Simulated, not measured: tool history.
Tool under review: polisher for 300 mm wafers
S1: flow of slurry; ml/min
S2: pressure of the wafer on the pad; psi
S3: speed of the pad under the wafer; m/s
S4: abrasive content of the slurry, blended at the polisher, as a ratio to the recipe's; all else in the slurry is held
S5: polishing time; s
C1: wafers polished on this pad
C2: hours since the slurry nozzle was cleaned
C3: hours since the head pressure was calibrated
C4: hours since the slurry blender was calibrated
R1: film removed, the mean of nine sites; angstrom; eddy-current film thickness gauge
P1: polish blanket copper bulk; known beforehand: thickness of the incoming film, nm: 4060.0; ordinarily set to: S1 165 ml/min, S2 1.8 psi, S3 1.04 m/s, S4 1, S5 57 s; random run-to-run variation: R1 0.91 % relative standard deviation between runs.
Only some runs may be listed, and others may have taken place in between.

{"run": 1, "hour": 11.1, "S1": 165, "S2": 1.8, "S3": 1.04, "S4": 1, "S5": 57, "C1": 511, "C2": 372, "C3": 341.3, "C4": 227.8, "R1": 3661.1}
{"run": 2, "hour": 18.0, "S1": 165, "S2": 1.8, "S3": 1.04, "S4": 0.75, "S5": 57, "C1": 584, "C2": 378.9, "C3": 348.2, "C4": 234.7, "R1": 3393.2}
{"run": 3, "hour": 26.9, "S1": 165, "S2": 2.8, "S3": 1.04, "S4": 1, "S5": 57, "C1": 678, "C2": 387.8, "C3": 357.1, "C4": 243.6, "R1": 5580.4}
{"run": 4, "hour": 39.4, "S1": 165, "S2": 1.8, "S3": 1.04, "S4": 1.25, "S5": 57, "C1": 810, "C2": 400.3, "C3": 369.6, "C4": 256.1, "R1": 3792.7}
{"run": 5, "hour": 49.5, "S1": 210, "S2": 1.8, "S3": 1.04, "S4": 0.75, "S5": 57, "C1": 916, "C2": 410.4, "C3": 379.7, "C4": 266.2, "R1": 3473.2}
{"run": 6, "hour": 57.1, "S1": 100, "S2": 1.8, "S3": 1.04, "S4": 1, "S5": 57, "C1": 997, "C2": 418, "C3": 387.3, "C4": 273.8, "R1": 3228.3}
{"run": 7, "hour": 68.7, "S1": 215, "S2": 1.8, "S3": 1.04, "S4": 1, "S5": 57, "C1": 1119, "C2": 429.6, "C3": 398.9, "C4": 285.4, "R1": 3683.7}
{"run": 8, "hour": 82.4, "S1": 165, "S2": 1.8, "S3": 1.04, "S4": 1, "S5": 57, "C1": 1264, "C2": 443.3, "C3": 412.6, "C4": 299.1, "R1": 3566}
{"run": 9, "hour": 93.6, "S1": 165, "S2": 1.8, "S3": 1.04, "S4": 1, "S5": 35, "C1": 1382, "C2": 454.5, "C3": 423.8, "C4": 310.3, "R1": 2191.7}
{"run": 10, "hour": 103.9, "S1": 165, "S2": 1.8, "S3": 1.04, "S4": 1, "S5": 57, "C1": 1491, "C2": 464.8, "C3": 434.1, "C4": 320.6, "R1": 3568.5}
{"run": 11, "hour": 118.0, "S1": 165, "S2": 1.8, "S3": 1.04, "S4": 1, "S5": 57, "C1": 1640, "C2": 478.9, "C3": 448.2, "C4": 334.7, "R1": 3591}
{"run": 12, "hour": 129.9, "S1": 165, "S2": 0.9, "S3": 1.04, "S4": 1, "S5": 57, "C1": 1765, "C2": 490.8, "C3": 460.1, "C4": 346.6, "R1": 1800.1}
{"run": 13, "hour": 141.3, "S1": 165, "S2": 1.8, "S3": 1.04, "S4": 1, "S5": 79, "C1": 1886, "C2": 502.2, "C3": 471.5, "C4": 358, "R1": 4953.4}
{"run": 14, "hour": 153.8, "S1": 165, "S2": 1.8, "S3": 1.48, "S4": 1, "S5": 57, "C1": 2018, "C2": 514.7, "C3": 484, "C4": 370.5, "R1": 4986.9}
{"run": 15, "hour": 165.2, "S1": 165, "S2": 1.8, "S3": 0.56, "S4": 1, "S5": 57, "C1": 2138, "C2": 526.1, "C3": 495.4, "C4": 381.9, "R1": 1901}

Forecast run 16:
{"run": 16, "hour": 173.2, "S1": 165, "S2": 1.8, "S3": 1.04, "S4": 1, "S5": 57, "C1": 2223, "C2": 534.1, "C3": 503.4, "C4": 389.9, "R1": "?"}

{"run 16": {"R1": 3601.7}}

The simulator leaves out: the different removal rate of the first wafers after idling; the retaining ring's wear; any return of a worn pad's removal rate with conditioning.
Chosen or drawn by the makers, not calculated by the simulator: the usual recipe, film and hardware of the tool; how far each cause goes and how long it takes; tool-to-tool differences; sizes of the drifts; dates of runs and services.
